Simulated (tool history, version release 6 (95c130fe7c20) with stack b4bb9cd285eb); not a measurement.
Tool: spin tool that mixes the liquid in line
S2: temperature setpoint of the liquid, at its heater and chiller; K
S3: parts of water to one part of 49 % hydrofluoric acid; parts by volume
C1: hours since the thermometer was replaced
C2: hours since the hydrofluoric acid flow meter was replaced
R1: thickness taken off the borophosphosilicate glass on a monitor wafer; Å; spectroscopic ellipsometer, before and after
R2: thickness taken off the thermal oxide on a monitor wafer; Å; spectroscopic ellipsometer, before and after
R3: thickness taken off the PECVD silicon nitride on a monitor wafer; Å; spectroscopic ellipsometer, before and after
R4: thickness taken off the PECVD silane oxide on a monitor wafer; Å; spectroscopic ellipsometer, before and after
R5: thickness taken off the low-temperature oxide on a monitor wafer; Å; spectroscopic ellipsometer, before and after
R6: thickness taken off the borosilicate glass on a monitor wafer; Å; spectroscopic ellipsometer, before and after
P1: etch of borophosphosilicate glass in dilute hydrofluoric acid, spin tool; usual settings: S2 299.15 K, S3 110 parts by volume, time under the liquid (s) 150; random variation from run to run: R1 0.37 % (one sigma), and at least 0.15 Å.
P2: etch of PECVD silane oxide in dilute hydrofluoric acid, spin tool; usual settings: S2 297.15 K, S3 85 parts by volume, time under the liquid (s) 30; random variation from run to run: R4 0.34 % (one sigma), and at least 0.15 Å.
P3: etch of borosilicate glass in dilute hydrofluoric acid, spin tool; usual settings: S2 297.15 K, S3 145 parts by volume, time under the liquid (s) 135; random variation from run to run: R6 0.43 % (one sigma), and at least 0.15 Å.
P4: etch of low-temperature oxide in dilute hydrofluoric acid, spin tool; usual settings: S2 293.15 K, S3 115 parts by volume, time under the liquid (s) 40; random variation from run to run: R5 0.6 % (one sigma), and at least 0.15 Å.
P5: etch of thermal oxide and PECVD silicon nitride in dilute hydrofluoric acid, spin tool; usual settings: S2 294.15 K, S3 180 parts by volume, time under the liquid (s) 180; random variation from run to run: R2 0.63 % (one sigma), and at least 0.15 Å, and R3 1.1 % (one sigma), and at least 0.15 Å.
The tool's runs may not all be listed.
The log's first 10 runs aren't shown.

Run 11, hour 110.7: process that ran P1, S2 299.15 K, S3 110 parts by volume, time under the liquid (s) 150; C1 778.2; C2 503.4. Result: R1 474.790 Å.
Run 12, hour 122.5: process that ran P1, S2 299.15 K, S3 35 parts by volume, time under the liquid (s) 150; C1 790.0; C2 515.2. Result: R1 1646.200 Å.
Run 13, hour 129.9: process that ran P4, S2 293.15 K, S3 115 parts by volume, time under the liquid (s) 15; C1 797.4; C2 522.6. Result: R5 22.178 Å.
Run 14, hour 143.6: process that ran P5, S2 290.15 K, S3 180 parts by volume, time under the liquid (s) 180; C1 811.1; C2 536.3. Result: R2 31.583 Å, R3 18.760 Å.
At hour 149.5: hydrofluoric acid flow meter replaced.
Run 15, hour 156.9: process that ran P1, S2 299.15 K, S3 55 parts by volume, time under the liquid (s) 270; C1 824.4; C2 7.4. Result: R1 1836.700 Å.
Run 16, hour 166.1: process that ran P4, S2 293.15 K, S3 115 parts by volume, time under the liquid (s) 40; C1 833.6; C2 16.6. Result: R5 59.139 Å.
Run 17, hour 178.3: process that ran P3, S2 297.15 K, S3 145 parts by volume, time under the liquid (s) 230; C1 845.8; C2 28.8. Result: R6 413.47 Å.
Run 18, hour 184.7: process that ran P1, S2 299.15 K, S3 110 parts by volume, time under the liquid (s) 150; C1 852.2; C2 35.2. Result: R1 475.960 Å.
Run 19, hour 197.0: process that ran P3, S2 297.15 K, S3 75 parts by volume, time under the liquid (s) 135; C1 864.5; C2 47.5. Result: R6 504.94 Å.
Run 20, hour 204.1: process that ran P4, S2 290.15 K, S3 115 parts by volume, time under the liquid (s) 40; C1 871.6; C2 54.6. Result: R5 52.588 Å.
Run 21, hour 214.9: process that ran P3, S2 305.15 K, S3 145 parts by volume, time under the liquid (s) 135; C1 882.4; C2 65.4. Result: R6 322.05 Å.
Run 22, hour 222.5: process that ran P2, S2 297.15 K, S3 85 parts by volume, time under the liquid (s) 15; C1 890.0; C2 73.0. Result: R4 56.304 Å.
Run 23, hour 233.7: process that ran P1, S2 299.15 K, S3 110 parts by volume, time under the liquid (s) 150; C1 901.2; C2 84.2. Result: R1 474.680 Å.
Run 24, hour 243.7: process that ran P1, S2 299.15 K, S3 110 parts by volume, time under the liquid (s) 150; C1 911.2; C2 94.2. Result: R1 476.910 Å.
Run 25, hour 251.0: process that ran P5, S2 294.15 K, S3 100 parts by volume, time under the liquid (s) 180; C1 918.5; C2 101.5. Result: R2 72.283 Å, R3 45.582 Å.
Run 26, hour 263.8: process that ran P1, S2 299.15 K, S3 195 parts by volume, time under the liquid (s) 60; C1 931.3; C2 114.3. Result: R1 96.995 Å.
Run 27, hour 271.1: process that ran P1, S2 299.15 K, S3 110 parts by volume, time under the liquid (s) 230; C1 938.6; C2 121.6. Result: R1 732.260 Å.
Run 28, hour 278.7: process that ran P2, S2 291.15 K, S3 85 parts by volume, time under the liquid (s) 30; C1 946.2; C2 129.2. Result: R4 88.189 Å.
Run 29, hour 291.9: process that ran P5, S2 294.15 K, S3 180 parts by volume, time under the liquid (s) 180; C1 959.4; C2 142.4. Result: R2 36.574 Å, R3 25.659 Å.
Run 30, hour 298.6: process that ran P2, S2 297.15 K, S3 85 parts by volume, time under the liquid (s) 30; C1 966.1; C2 149.1. Result: R4 112.920 Å.
Run 31, hour 305.9: process that ran P1, S2 299.15 K, S3 110 parts by volume, time under the liquid (s) 150; C1 973.4; C2 156.4. Result: R1 475.880 Å.
Run 32, hour 316.5: process that ran P1, S2 299.15 K, S3 110 parts by volume, time under the liquid (s) 150; C1 984.0; C2 167.0. Result: R1 479.230 Å.

The next listed run, before its measurement:
Run 33, hour 329.7: process that ran P1, S2 299.15 K, S3 110 parts by volume, time under the liquid (s) 150; C1 997.2; C2 180.2. Result: R1 ?.

R1: 461.840 Å

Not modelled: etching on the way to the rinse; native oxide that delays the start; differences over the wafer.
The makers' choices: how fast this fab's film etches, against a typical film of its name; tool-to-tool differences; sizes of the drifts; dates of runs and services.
